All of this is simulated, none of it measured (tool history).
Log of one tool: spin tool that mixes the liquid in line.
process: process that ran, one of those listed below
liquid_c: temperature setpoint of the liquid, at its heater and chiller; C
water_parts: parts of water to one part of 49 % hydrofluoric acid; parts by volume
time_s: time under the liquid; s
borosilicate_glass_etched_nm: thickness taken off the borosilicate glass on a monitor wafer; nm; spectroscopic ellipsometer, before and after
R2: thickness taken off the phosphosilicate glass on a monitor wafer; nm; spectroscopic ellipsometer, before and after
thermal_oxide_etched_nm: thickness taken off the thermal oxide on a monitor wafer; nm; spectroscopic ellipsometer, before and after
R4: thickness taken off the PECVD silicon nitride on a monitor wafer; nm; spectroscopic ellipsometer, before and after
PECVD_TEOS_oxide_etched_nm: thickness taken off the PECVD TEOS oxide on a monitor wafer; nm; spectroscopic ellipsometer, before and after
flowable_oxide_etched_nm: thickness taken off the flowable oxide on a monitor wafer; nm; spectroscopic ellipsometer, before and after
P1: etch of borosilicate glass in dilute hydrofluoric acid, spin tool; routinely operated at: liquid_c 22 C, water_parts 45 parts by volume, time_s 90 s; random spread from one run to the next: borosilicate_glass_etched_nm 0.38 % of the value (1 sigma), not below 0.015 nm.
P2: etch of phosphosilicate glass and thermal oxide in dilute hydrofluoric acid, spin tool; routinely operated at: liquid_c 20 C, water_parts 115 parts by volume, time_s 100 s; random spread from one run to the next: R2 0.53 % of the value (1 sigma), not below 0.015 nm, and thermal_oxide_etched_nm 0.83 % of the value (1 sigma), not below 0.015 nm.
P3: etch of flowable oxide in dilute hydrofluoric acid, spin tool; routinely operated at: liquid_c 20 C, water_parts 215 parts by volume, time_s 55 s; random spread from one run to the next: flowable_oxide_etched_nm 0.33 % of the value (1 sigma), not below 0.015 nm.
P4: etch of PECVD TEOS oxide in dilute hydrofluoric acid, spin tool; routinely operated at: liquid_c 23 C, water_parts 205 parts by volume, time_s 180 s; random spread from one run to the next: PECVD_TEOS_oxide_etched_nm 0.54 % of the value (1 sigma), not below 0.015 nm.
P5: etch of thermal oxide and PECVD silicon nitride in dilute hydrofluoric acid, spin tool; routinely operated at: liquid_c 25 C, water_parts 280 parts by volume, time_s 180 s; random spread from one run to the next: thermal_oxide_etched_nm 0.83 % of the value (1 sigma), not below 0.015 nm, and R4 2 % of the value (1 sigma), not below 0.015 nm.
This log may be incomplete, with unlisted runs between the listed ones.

run 1 hour=9.6 | process=P1 liquid_c=22 water_parts=45 time_s=90 | borosilicate_glass_etched_nm=45.358
run 2 hour=15.7 | process=P2 liquid_c=20 water_parts=30 time_s=100 | R2=212.85 thermal_oxide_etched_nm=14.043
run 3 hour=25.1 | process=P1 liquid_c=22 water_parts=45 time_s=90 | borosilicate_glass_etched_nm=45.168
run 4 hour=35 | process=P5 liquid_c=25 water_parts=475 time_s=180 | thermal_oxide_etched_nm=1.2635 R4=0.73739
run 5 hour=42.2 | process=P1 liquid_c=18.5 water_parts=45 time_s=135 | borosilicate_glass_etched_nm=58.831
run 6 hour=51 | process=P1 liquid_c=22 water_parts=45 time_s=90 | borosilicate_glass_etched_nm=45.26
run 7 hour=59.6 | process=P1 liquid_c=22 water_parts=45 time_s=175 | borosilicate_glass_etched_nm=87.302
run 8 hour=65.5 | process=P2 liquid_c=20 water_parts=115 time_s=100 | R2=50.903 thermal_oxide_etched_nm=3.3357
run 9 hour=72.3 | process=P4 liquid_c=23 water_parts=205 time_s=180 | PECVD_TEOS_oxide_etched_nm=7.2106
run 10 hour=78.6 | process=P2 liquid_c=17 water_parts=115 time_s=100 | R2=44.984 thermal_oxide_etched_nm=2.8924
run 11 hour=88.1 | process=P3 liquid_c=20 water_parts=215 time_s=55 | flowable_oxide_etched_nm=9.4361
run 12 hour=92.6 | process=P1 liquid_c=22 water_parts=70 time_s=90 | borosilicate_glass_etched_nm=28.137
run 13 hour=97.4 | process=P5 liquid_c=33 water_parts=280 time_s=180 | thermal_oxide_etched_nm=3.4224 R4=2.1245
run 14 hour=103.2 | process=P1 liquid_c=29.5 water_parts=45 time_s=90 | borosilicate_glass_etched_nm=61.462
run 15 hour=111.2 | process=P3 liquid_c=20 water_parts=215 time_s=15 | flowable_oxide_etched_nm=2.5671
run 16 hour=116.1 | process=P4 liquid_c=23 water_parts=45 time_s=180 | PECVD_TEOS_oxide_etched_nm=39.594
run 17 hour=120.7 | process=P4 liquid_c=28.5 water_parts=205 time_s=180 | PECVD_TEOS_oxide_etched_nm=8.8114
run 18 hour=129.3 | process=P3 liquid_c=20 water_parts=35 time_s=55 | flowable_oxide_etched_nm=71.022
run 19 hour=134.5 | process=P3 liquid_c=24.5 water_parts=215 time_s=55 | flowable_oxide_etched_nm=11.118
run 20 hour=140.8 | process=P2 liquid_c=20 water_parts=115 time_s=160 | R2=81.949 thermal_oxide_etched_nm=5.3242
run 21 hour=145.2 | process=P1 liquid_c=22 water_parts=25 time_s=90 | borosilicate_glass_etched_nm=83.135
run 22 hour=151 | process=P1 liquid_c=22 water_parts=45 time_s=90 | borosilicate_glass_etched_nm=45.073
run 23 hour=159.7 | process=P1 liquid_c=22 water_parts=45 time_s=90 | borosilicate_glass_etched_nm=45.11
run 24 hour=165.7 | process=P5 liquid_c=25 water_parts=280 time_s=180 | thermal_oxide_etched_nm=2.5983 R4=1.2609
run 25 hour=170.7 | process=P2 liquid_c=20 water_parts=115 time_s=100 | R2=50.45 thermal_oxide_etched_nm=3.3305
run 26 hour=176.6 | process=P5 liquid_c=25 water_parts=280 time_s=305 | thermal_oxide_etched_nm=4.5314 R4=2.2442
run 27 hour=183.4 | process=P4 liquid_c=23 water_parts=205 time_s=180 | PECVD_TEOS_oxide_etched_nm=7.166
run 28 hour=191.1 | process=P1 liquid_c=17 water_parts=45 time_s=90 | borosilicate_glass_etched_nm=36.437
run 29 hour=197.9 | process=P1 liquid_c=22 water_parts=45 time_s=90 | borosilicate_glass_etched_nm=45.547
run 30 hour=206.6 | process=P1 liquid_c=22 water_parts=45 time_s=25 | borosilicate_glass_etched_nm=12.661
run 31 hour=214.4 | process=P4 liquid_c=23 water_parts=205 time_s=260 | PECVD_TEOS_oxide_etched_nm=10.534
run 32 hour=219.3 | process=P3 liquid_c=20 water_parts=215 time_s=55 | flowable_oxide_etched_nm=9.5351
run 33 hour=226.3 | process=P1 liquid_c=22 water_parts=65 time_s=160 | borosilicate_glass_etched_nm=54.565
run 34 hour=231.4 | process=P1 liquid_c=22 water_parts=45 time_s=90 | borosilicate_glass_etched_nm=45.284
run 35 hour=241.1 | process=P1 liquid_c=22 water_parts=45 time_s=90 | borosilicate_glass_etched_nm=42.867
run 36 hour=248.9 | process=P1 liquid_c=22 water_parts=45 time_s=90 | borosilicate_glass_etched_nm=42.313
run 37 hour=255.4 | process=P1 liquid_c=22 water_parts=45 time_s=90 | borosilicate_glass_etched_nm=41.871
run 38 hour=260.9 | process=P1 liquid_c=22 water_parts=45 time_s=90 | borosilicate_glass_etched_nm=41.479
run 39 hour=266.9 | process=P1 liquid_c=22 water_parts=45 time_s=90 | borosilicate_glass_etched_nm=41.542
run 40 hour=274.1 | process=P1 liquid_c=22 water_parts=45 time_s=90 | borosilicate_glass_etched_nm=41.724

Compared with where it was, what P1 gives has crept away. Each cause listed below fits the log as well as the rest, at the size given for it:
A: liquid colder than its thermometer reads (K) = 2.03
B: hydrofluoric acid flow below the setpoint (%) = 7.78
The process output started creeping at around hour 231.4.

4 check runs are offered, each on 3 wafers whose results are averaged, their results left as question marks. Which one tells the causes apart?
run check 1 hour=281.3 | process=P5 liquid_c=31 water_parts=280 time_s=250 | thermal_oxide_etched_nm=? R4=?
run check 2 hour=281.3 | process=P2 liquid_c=17 water_parts=50 time_s=100 | R2=? thermal_oxide_etched_nm=?
run check 3 hour=281.3 | process=P3 liquid_c=20 water_parts=40 time_s=55 | flowable_oxide_etched_nm=?
run check 4 hour=281.3 | process=P4 liquid_c=23 water_parts=90 time_s=260 | PECVD_TEOS_oxide_etched_nm=?

Outcome of each check run for each possible cause:
check=check_1 result=thermal_oxide_etched_nm if_A=4.1611 if_B=3.9923
check=check_1 result=R4 if_A=2.2932 if_B=2.3719
check=check_2 result=R2 if_A=101.06 if_B=101.39
check=check_2 result=thermal_oxide_etched_nm if_A=6.6322 if_B=6.6539
check=check_3 result=flowable_oxide_etched_nm if_A=56.318 if_B=56.462
check=check_4 result=PECVD_TEOS_oxide_etched_nm if_A=24.919 if_B=24.728
Distance between the nearest two causes, measured in the result of the check that separates them most: check 1 4.14 %; check 2 0.33 %; check 3 0.26 %; check 4 0.77 %
Only check 1 tells the causes apart: in the others they would give nearly the same result.

With check 1 done, the readings were: thermal_oxide_etched_nm 4.1894 nm; R4 2.3374 nm. Identify which of the listed causes applies.

It is A: liquid colder than its thermometer reads (K).
